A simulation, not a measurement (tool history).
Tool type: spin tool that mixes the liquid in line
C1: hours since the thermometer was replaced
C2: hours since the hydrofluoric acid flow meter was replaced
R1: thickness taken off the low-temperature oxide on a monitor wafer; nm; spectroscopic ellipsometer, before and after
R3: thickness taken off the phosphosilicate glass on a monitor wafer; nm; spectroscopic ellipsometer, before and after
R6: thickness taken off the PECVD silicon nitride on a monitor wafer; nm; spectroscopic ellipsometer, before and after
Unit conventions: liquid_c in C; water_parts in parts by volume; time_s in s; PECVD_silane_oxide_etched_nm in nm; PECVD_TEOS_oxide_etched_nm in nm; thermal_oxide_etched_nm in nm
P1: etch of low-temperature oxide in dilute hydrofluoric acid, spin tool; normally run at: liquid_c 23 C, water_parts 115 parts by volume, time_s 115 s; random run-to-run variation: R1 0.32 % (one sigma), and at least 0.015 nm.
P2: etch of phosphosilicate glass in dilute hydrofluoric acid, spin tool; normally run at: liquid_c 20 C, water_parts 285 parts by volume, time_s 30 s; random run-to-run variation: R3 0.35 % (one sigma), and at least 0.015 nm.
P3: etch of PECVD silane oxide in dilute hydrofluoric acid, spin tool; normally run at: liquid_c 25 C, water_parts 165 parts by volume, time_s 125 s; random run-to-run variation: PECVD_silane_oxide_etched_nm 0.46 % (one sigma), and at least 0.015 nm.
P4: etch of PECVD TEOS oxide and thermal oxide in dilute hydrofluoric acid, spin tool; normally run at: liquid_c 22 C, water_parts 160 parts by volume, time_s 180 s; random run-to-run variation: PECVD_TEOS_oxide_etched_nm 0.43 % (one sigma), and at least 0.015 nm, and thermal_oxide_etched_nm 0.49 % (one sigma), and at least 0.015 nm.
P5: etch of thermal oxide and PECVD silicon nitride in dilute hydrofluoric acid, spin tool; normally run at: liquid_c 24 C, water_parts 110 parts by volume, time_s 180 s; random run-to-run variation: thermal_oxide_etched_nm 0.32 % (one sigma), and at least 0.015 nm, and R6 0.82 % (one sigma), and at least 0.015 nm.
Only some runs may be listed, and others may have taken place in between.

run 1 hour=15.5 | process=P1 liquid_c=23 water_parts=115 time_s=115 | C1=594.2 C2=150.8 | R1=21.439
run 2 hour=31.2 | process=P3 liquid_c=19.5 water_parts=165 time_s=125 | C1=609.9 C2=166.5 | PECVD_silane_oxide_etched_nm=15.705
run 3 hour=41.5 | process=P1 liquid_c=26.5 water_parts=115 time_s=205 | C1=620.2 C2=176.8 | R1=43.655
run 4 hour=56.8 | process=P1 liquid_c=23 water_parts=115 time_s=115 | C1=635.5 C2=192.1 | R1=21.374
run 5 hour=67.9 | process=P1 liquid_c=23 water_parts=70 time_s=65 | C1=646.6 C2=203.2 | R1=21.014
run 6 hour=76.2 | process=P1 liquid_c=23 water_parts=160 time_s=115 | C1=654.9 C2=211.5 | R1=14.715
run 7 hour=83.9 | process=P3 liquid_c=25 water_parts=165 time_s=125 | C1=662.6 C2=219.2 | PECVD_silane_oxide_etched_nm=19.454
run 8 hour=91.8 | process=P2 liquid_c=20 water_parts=285 time_s=30 | C1=670.5 C2=227.1 | R3=9.803
run 9 hour=105.2 | process=P2 liquid_c=20 water_parts=285 time_s=55 | C1=683.9 C2=240.5 | R3=18.049
run 10 hour=114.6 | process=P1 liquid_c=27 water_parts=115 time_s=55 | C1=693.3 C2=249.9 | R1=11.985
run 11 hour=123.4 | process=P2 liquid_c=17 water_parts=285 time_s=30 | C1=702.1 C2=258.7 | R3=8.805
run 12 hour=138.5 | process=P1 liquid_c=23 water_parts=70 time_s=115 | C1=717.2 C2=273.8 | R1=37.049
run 13 hour=149.9 | process=P1 liquid_c=23 water_parts=115 time_s=185 | C1=728.6 C2=285.2 | R1=34.608
run 14 hour=162 | process=P4 liquid_c=22 water_parts=160 time_s=305 | C1=740.7 C2=297.3 | PECVD_TEOS_oxide_etched_nm=21.926 thermal_oxide_etched_nm=7.5826
run 15 hour=169.9 | process=P5 liquid_c=24 water_parts=110 time_s=180 | C1=748.6 C2=305.2 | thermal_oxide_etched_nm=8.1966 R6=3.1033
run 16 hour=176.8 | process=P1 liquid_c=17 water_parts=115 time_s=115 | C1=755.5 C2=312.1 | R1=16.773
run 17 hour=192.2 | process=P5 liquid_c=24 water_parts=110 time_s=270 | C1=770.9 C2=327.5 | thermal_oxide_etched_nm=12.196 R6=4.6129
run 18 hour=206.3 | process=P5 liquid_c=24 water_parts=200 time_s=180 | C1=785 C2=341.6 | thermal_oxide_etched_nm=4.0819 R6=1.6984
run 19 hour=213.5 | process=P1 liquid_c=23 water_parts=115 time_s=115 | C1=792.2 C2=348.8 | R1=21.616
run 20 hour=226 | process=P2 liquid_c=20 water_parts=130 time_s=30 | C1=804.7 C2=361.3 | R3=24.978
run 21 hour=239.3 | process=P2 liquid_c=20 water_parts=285 time_s=30 | C1=818 C2=374.6 | R3=9.8317
run 22 hour=249.9 | process=P5 liquid_c=24 water_parts=110 time_s=180 | C1=828.6 C2=385.2 | thermal_oxide_etched_nm=8.1769 R6=3.103
run 23 hour=262 | process=P1 liquid_c=23 water_parts=115 time_s=115 | C1=840.7 C2=397.3 | R1=21.492
run 24 hour=276.8 | process=P3 liquid_c=25 water_parts=165 time_s=125 | C1=855.5 C2=412.1 | PECVD_silane_oxide_etched_nm=19.503
run 25 hour=284.7 | process=P4 liquid_c=22 water_parts=160 time_s=180 | C1=863.4 C2=420 | PECVD_TEOS_oxide_etched_nm=12.94 thermal_oxide_etched_nm=4.4978
run 26 hour=298.7 | process=P3 liquid_c=25 water_parts=50 time_s=125 | C1=877.4 C2=434 | PECVD_silane_oxide_etched_nm=74.219
run 27 hour=310.4 | process=P1 liquid_c=23 water_parts=115 time_s=15 | C1=889.1 C2=445.7 | R1=2.7893
run 28 hour=319.3 | process=P1 liquid_c=28.5 water_parts=115 time_s=115 | C1=898 C2=454.6 | R1=26.461
run 29 hour=332.8 | process=P1 liquid_c=23 water_parts=115 time_s=115 | C1=911.5 C2=468.1 | R1=21.295
run 30 hour=346.8 | process=P4 liquid_c=17 water_parts=160 time_s=180 | C1=925.5 C2=482.1 | PECVD_TEOS_oxide_etched_nm=10.662 thermal_oxide_etched_nm=3.6781
run 31 hour=357 | process=P1 liquid_c=23 water_parts=115 time_s=115 | C1=935.7 C2=492.3 | R1=21.397
run 32 hour=368 | process=P5 liquid_c=17 water_parts=110 time_s=180 | C1=946.7 C2=503.3 | thermal_oxide_etched_nm=6.1764 R6=1.9395
run 33 hour=383.6 | process=P3 liquid_c=25 water_parts=165 time_s=205 | C1=962.3 C2=518.9 | PECVD_silane_oxide_etched_nm=31.948
run 34 hour=398.1 | process=P4 liquid_c=22 water_parts=160 time_s=180 | C1=976.8 C2=533.4 | PECVD_TEOS_oxide_etched_nm=12.919 thermal_oxide_etched_nm=4.4707
run 35 hour=412.4 | process=P4 liquid_c=22 water_parts=50 time_s=180 | C1=991.1 C2=547.7 | PECVD_TEOS_oxide_etched_nm=47.224 thermal_oxide_etched_nm=16.317
run 36 hour=424.1 | process=P1 liquid_c=23 water_parts=115 time_s=115 | C1=1002.8 C2=559.4 | R1=21.453
run 37 hour=439.8 | process=P1 liquid_c=23 water_parts=115 time_s=115 | C1=1018.5 C2=575.1 | R1=22.031
run 38 hour=451.6 | process=P1 liquid_c=23 water_parts=115 time_s=115 | C1=1030.3 C2=586.9 | R1=22.483
run 39 hour=459.8 | process=P1 liquid_c=23 water_parts=115 time_s=115 | C1=1038.5 C2=595.1 | R1=22.611
run 40 hour=474.3 | process=P1 liquid_c=23 water_parts=115 time_s=115 | C1=1053 C2=609.6 | R1=22.777
run 41 hour=487.6 | process=P1 liquid_c=23 water_parts=115 time_s=115 | C1=1066.3 C2=622.9 | R1=23.057
run 42 hour=501.4 | process=P1 liquid_c=23 water_parts=115 time_s=115 | C1=1080.1 C2=636.7 | R1=22.979
run 43 hour=511.3 | process=P1 liquid_c=23 water_parts=115 time_s=115 | C1=1090 C2=646.6 | R1=23.196
run 44 hour=523.3 | process=P1 liquid_c=23 water_parts=115 time_s=115 | C1=1102 C2=658.6 | R1=23.037
run 45 hour=538.4 | process=P1 liquid_c=23 water_parts=115 time_s=115 | C1=1117.1 C2=673.7 | R1=23.159
run 46 hour=550.1 | process=P1 liquid_c=23 water_parts=115 time_s=115 | C1=1128.8 C2=685.4 | R1=23.326

What P1 gives has crept away from where it was. These 2 causes fit the log equally well, each at the size given:
A: liquid hotter than its thermometer reads (K) = 1.92
B: hydrofluoric acid flow above the setpoint (%) = 6.86
Onset of the creep was near hour 424.1.

4 check runs are offered, each on 3 wafers whose results are averaged, their results left as question marks. Which one tells the causes apart?
run check 1 hour=561.8 | process=P3 liquid_c=25 water_parts=75 time_s=125 | PECVD_silane_oxide_etched_nm=?
run check 2 hour=561.8 | process=P2 liquid_c=17 water_parts=200 time_s=30 | R3=?
run check 3 hour=561.8 | process=P5 liquid_c=20.5 water_parts=190 time_s=180 | thermal_oxide_etched_nm=? R6=?
run check 4 hour=561.8 | process=P4 liquid_c=17 water_parts=160 time_s=180 | PECVD_TEOS_oxide_etched_nm=? thermal_oxide_etched_nm=?

Expected result of each check under each candidate cause:
check=check_1 result=PECVD_silane_oxide_etched_nm if_A=51.652 if_B=51.466
check=check_2 result=R3 if_A=14.52 if_B=14.555
check=check_3 result=thermal_oxide_etched_nm if_A=4.0757 if_B=4.0972
check=check_3 result=R6 if_A=1.6185 if_B=1.5241
check=check_4 result=PECVD_TEOS_oxide_etched_nm if_A=11.468 if_B=11.454
check=check_4 result=thermal_oxide_etched_nm if_A=3.9597 if_B=3.9546
Distance between the nearest two causes, measured in the result of the check that separates them most: check 1 0.36 %; check 2 0.24 %; check 3 6.01 %; check 4 0.13 %
Check 3 tells the causes apart: in the others they would give nearly the same result.

Running check 3 produced the following: thermal_oxide_etched_nm 4.0847 nm; R6 1.6155 nm. Which one of the listed causes fits?

It was cause A: liquid hotter than its thermometer reads (K).

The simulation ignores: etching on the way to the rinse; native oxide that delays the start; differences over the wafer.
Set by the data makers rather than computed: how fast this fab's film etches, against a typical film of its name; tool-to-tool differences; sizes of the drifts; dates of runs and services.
